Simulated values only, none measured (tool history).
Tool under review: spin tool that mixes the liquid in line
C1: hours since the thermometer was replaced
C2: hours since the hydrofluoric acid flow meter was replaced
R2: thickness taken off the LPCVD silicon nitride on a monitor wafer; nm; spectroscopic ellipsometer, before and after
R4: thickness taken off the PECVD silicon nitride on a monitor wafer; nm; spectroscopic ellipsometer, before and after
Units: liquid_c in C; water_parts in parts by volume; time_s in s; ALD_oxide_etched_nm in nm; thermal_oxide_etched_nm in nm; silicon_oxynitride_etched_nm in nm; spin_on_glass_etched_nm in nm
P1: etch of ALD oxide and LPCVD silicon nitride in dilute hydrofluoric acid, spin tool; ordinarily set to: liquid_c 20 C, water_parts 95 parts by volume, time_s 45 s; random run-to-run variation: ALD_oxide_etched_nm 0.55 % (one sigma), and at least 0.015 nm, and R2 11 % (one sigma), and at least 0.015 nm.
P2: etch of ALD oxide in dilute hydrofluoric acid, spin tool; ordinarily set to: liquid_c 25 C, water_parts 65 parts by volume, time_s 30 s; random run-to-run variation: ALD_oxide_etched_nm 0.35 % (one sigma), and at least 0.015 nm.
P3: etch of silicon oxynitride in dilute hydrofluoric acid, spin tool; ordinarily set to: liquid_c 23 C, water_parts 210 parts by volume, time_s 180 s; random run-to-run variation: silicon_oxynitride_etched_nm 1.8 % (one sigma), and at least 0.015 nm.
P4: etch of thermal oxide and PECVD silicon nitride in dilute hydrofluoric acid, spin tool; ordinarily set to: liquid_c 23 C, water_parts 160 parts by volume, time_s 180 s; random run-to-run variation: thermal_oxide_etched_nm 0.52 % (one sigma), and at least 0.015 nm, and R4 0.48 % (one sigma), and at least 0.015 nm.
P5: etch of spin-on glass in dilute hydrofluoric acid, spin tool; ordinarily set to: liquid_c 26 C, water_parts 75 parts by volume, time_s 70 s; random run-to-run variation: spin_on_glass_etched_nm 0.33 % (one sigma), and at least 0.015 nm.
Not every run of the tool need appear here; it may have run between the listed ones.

run 1 hour=8.2 | process=P1 liquid_c=20 water_parts=95 time_s=45 | C1=1828.5 C2=582.1 | ALD_oxide_etched_nm=8.4343 R2=0.1571
run 2 hour=15.4 | process=P4 liquid_c=23 water_parts=160 time_s=180 | C1=1835.7 C2=589.3 | thermal_oxide_etched_nm=4.4954 R4=5.9418
run 3 hour=23.5 | process=P3 liquid_c=23 water_parts=210 time_s=180 | C1=1843.8 C2=597.4 | silicon_oxynitride_etched_nm=1.437
run 4 hour=29.6 | process=P4 liquid_c=23 water_parts=160 time_s=290 | C1=1849.9 C2=603.5 | thermal_oxide_etched_nm=7.3143 R4=9.5697
run 5 hour=40.3 | process=P2 liquid_c=25 water_parts=20 time_s=30 | C1=1860.6 C2=614.2 | ALD_oxide_etched_nm=30.678
run 6 hour=50.8 | process=P5 liquid_c=26 water_parts=75 time_s=135 | C1=1871.1 C2=624.7 | spin_on_glass_etched_nm=112.38
run 7 hour=59.4 | process=P3 liquid_c=23 water_parts=115 time_s=180 | C1=1879.7 C2=633.3 | silicon_oxynitride_etched_nm=2.7877
run 8 hour=70 | process=P2 liquid_c=25 water_parts=65 time_s=30 | C1=1890.3 C2=643.9 | ALD_oxide_etched_nm=8.8512
run 9 hour=76.8 | process=P2 liquid_c=25 water_parts=65 time_s=30 | C1=1897.1 C2=650.7 | ALD_oxide_etched_nm=8.9496
run 10 hour=86.1 | process=P3 liquid_c=23 water_parts=210 time_s=180 | C1=1906.4 C2=660 | silicon_oxynitride_etched_nm=1.4333
run 11 hour=94.5 | process=P4 liquid_c=23 water_parts=160 time_s=180 | C1=1914.8 C2=668.4 | thermal_oxide_etched_nm=4.5229 R4=5.9086
run 12 hour=100.7 | process=P1 liquid_c=20 water_parts=175 time_s=45 | C1=1921 C2=674.6 | ALD_oxide_etched_nm=4.2231 R2=0.13119
run 13 hour=110 | process=P1 liquid_c=27.5 water_parts=95 time_s=45 | C1=1930.3 C2=683.9 | ALD_oxide_etched_nm=11.414 R2=0.24625
run 14 hour=116.6 | process=P5 liquid_c=19 water_parts=75 time_s=70 | C1=1936.9 C2=690.5 | spin_on_glass_etched_nm=44.119
-- hour=120.5 hydrofluoric acid flow meter replaced
run 15 hour=126.7 | process=P1 liquid_c=17 water_parts=95 time_s=45 | C1=1947 C2=6.2 | ALD_oxide_etched_nm=7.3949 R2=0.1504
run 16 hour=135.6 | process=P4 liquid_c=30.5 water_parts=160 time_s=180 | C1=1955.9 C2=15.1 | thermal_oxide_etched_nm=6.0499 R4=9.4122
run 17 hour=140.4 | process=P1 liquid_c=17 water_parts=95 time_s=25 | C1=1960.7 C2=19.9 | ALD_oxide_etched_nm=4.1005 R2=0.098636
run 18 hour=145.4 | process=P1 liquid_c=20 water_parts=95 time_s=20 | C1=1965.7 C2=24.9 | ALD_oxide_etched_nm=3.7426 R2=0.078548
run 19 hour=151.3 | process=P1 liquid_c=20 water_parts=95 time_s=85 | C1=1971.6 C2=30.8 | ALD_oxide_etched_nm=15.973 R2=0.31808
run 20 hour=160.9 | process=P5 liquid_c=26 water_parts=25 time_s=70 | C1=1981.2 C2=40.4 | spin_on_glass_etched_nm=188.09
run 21 hour=166 | process=P1 liquid_c=20 water_parts=95 time_s=45 | C1=1986.3 C2=45.5 | ALD_oxide_etched_nm=8.4677 R2=0.16552
run 22 hour=172.4 | process=P3 liquid_c=29.5 water_parts=210 time_s=180 | C1=1992.7 C2=51.9 | silicon_oxynitride_etched_nm=1.9636
run 23 hour=182.4 | process=P1 liquid_c=20 water_parts=50 time_s=45 | C1=2002.7 C2=61.9 | ALD_oxide_etched_nm=16.96 R2=0.38075
run 24 hour=189.4 | process=P2 liquid_c=25 water_parts=65 time_s=15 | C1=2009.7 C2=68.9 | ALD_oxide_etched_nm=4.4564
run 25 hour=200 | process=P1 liquid_c=20 water_parts=95 time_s=45 | C1=2020.3 C2=79.5 | ALD_oxide_etched_nm=8.4437 R2=0.22055
run 26 hour=207.9 | process=P1 liquid_c=20 water_parts=95 time_s=45 | C1=2028.2 C2=87.4 | ALD_oxide_etched_nm=8.3925 R2=0.20612
run 27 hour=215 | process=P4 liquid_c=23 water_parts=265 time_s=180 | C1=2035.3 C2=94.5 | thermal_oxide_etched_nm=2.4419 R4=3.5958
run 28 hour=222.9 | process=P5 liquid_c=26 water_parts=75 time_s=70 | C1=2043.2 C2=102.4 | spin_on_glass_etched_nm=58.136
run 29 hour=233.1 | process=P5 liquid_c=26 water_parts=75 time_s=70 | C1=2053.4 C2=112.6 | spin_on_glass_etched_nm=58.91
run 30 hour=240.1 | process=P3 liquid_c=23 water_parts=210 time_s=365 | C1=2060.4 C2=119.6 | silicon_oxynitride_etched_nm=2.9395
run 31 hour=249.5 | process=P2 liquid_c=17 water_parts=65 time_s=30 | C1=2069.8 C2=129 | ALD_oxide_etched_nm=6.3905
run 32 hour=254.2 | process=P1 liquid_c=20 water_parts=95 time_s=45 | C1=2074.5 C2=133.7 | ALD_oxide_etched_nm=8.4413 R2=0.16656
run 33 hour=264.1 | process=P1 liquid_c=20 water_parts=95 time_s=45 | C1=2084.4 C2=143.6 | ALD_oxide_etched_nm=8.6344 R2=0.17904
run 34 hour=269.1 | process=P1 liquid_c=20 water_parts=95 time_s=45 | C1=2089.4 C2=148.6 | ALD_oxide_etched_nm=8.791 R2=0.20701
run 35 hour=279.4 | process=P1 liquid_c=20 water_parts=95 time_s=45 | C1=2099.7 C2=158.9 | ALD_oxide_etched_nm=8.8933 R2=0.22611
run 36 hour=284.6 | process=P1 liquid_c=20 water_parts=95 time_s=45 | C1=2104.9 C2=164.1 | ALD_oxide_etched_nm=8.9024 R2=0.17528
run 37 hour=292.8 | process=P1 liquid_c=20 water_parts=95 time_s=45 | C1=2113.1 C2=172.3 | ALD_oxide_etched_nm=8.9482 R2=0.23175
run 38 hour=297.5 | process=P1 liquid_c=20 water_parts=95 time_s=45 | C1=2117.8 C2=177 | ALD_oxide_etched_nm=8.959 R2=0.19541
run 39 hour=308.2 | process=P1 liquid_c=20 water_parts=95 time_s=45 | C1=2128.5 C2=187.7 | ALD_oxide_etched_nm=9.0427 R2=0.17763
run 40 hour=317.7 | process=P1 liquid_c=20 water_parts=95 time_s=45 | C1=2138 C2=197.2 | ALD_oxide_etched_nm=8.967 R2=0.20258
run 41 hour=328.1 | process=P1 liquid_c=20 water_parts=95 time_s=45 | C1=2148.4 C2=207.6 | ALD_oxide_etched_nm=8.984 R2=0.18594

The log shows P1 creeping away from where it was. Any of the 2 causes listed here, at the size stated for it, fits the log just as well as the others:
A: liquid hotter than its thermometer reads (K) = 1.46
B: hydrofluoric acid flow above the setpoint (%) = 5.55
Onset of the creep was near hour 254.2.

Each of the check runs listed below is run on 2 wafers and reports their average, with the results left as question marks. Pick the one under which the possible causes would lead to clearly different results.
run check 1 hour=338.5 | process=P4 liquid_c=23 water_parts=260 time_s=180 | thermal_oxide_etched_nm=? R4=?
run check 2 hour=338.5 | process=P3 liquid_c=29.5 water_parts=210 time_s=305 | silicon_oxynitride_etched_nm=?
run check 3 hour=338.5 | process=P2 liquid_c=17.5 water_parts=65 time_s=15 | ALD_oxide_etched_nm=?
run check 4 hour=338.5 | process=P5 liquid_c=22 water_parts=75 time_s=130 | spin_on_glass_etched_nm=?

Predicted outcomes, by check and by cause:
check=check_1 result=thermal_oxide_etched_nm if_A=2.6483 if_B=2.6897
check=check_1 result=R4 if_A=4.0064 if_B=3.8595
check=check_2 result=silicon_oxynitride_etched_nm if_A=3.3862 if_B=3.3967
check=check_3 result=ALD_oxide_etched_nm if_A=3.471 if_B=3.4557
check=check_4 result=spin_on_glass_etched_nm if_A=98.036 if_B=97.958
Minimum pairwise separation of causes per check, each pair taken at its best-separating result: check 1 3.74 %; check 2 0.31 %; check 3 0.44 %; check 4 0.08 %
Check 1 distinguishes between the causes, while the remaining checks would return nearly the same result for all of them.

Check 1 was then run and gave: thermal_oxide_etched_nm 2.6978 nm; R4 3.8561 nm. Which cause is it?

B is the cause: hydrofluoric acid flow above the setpoint (%).
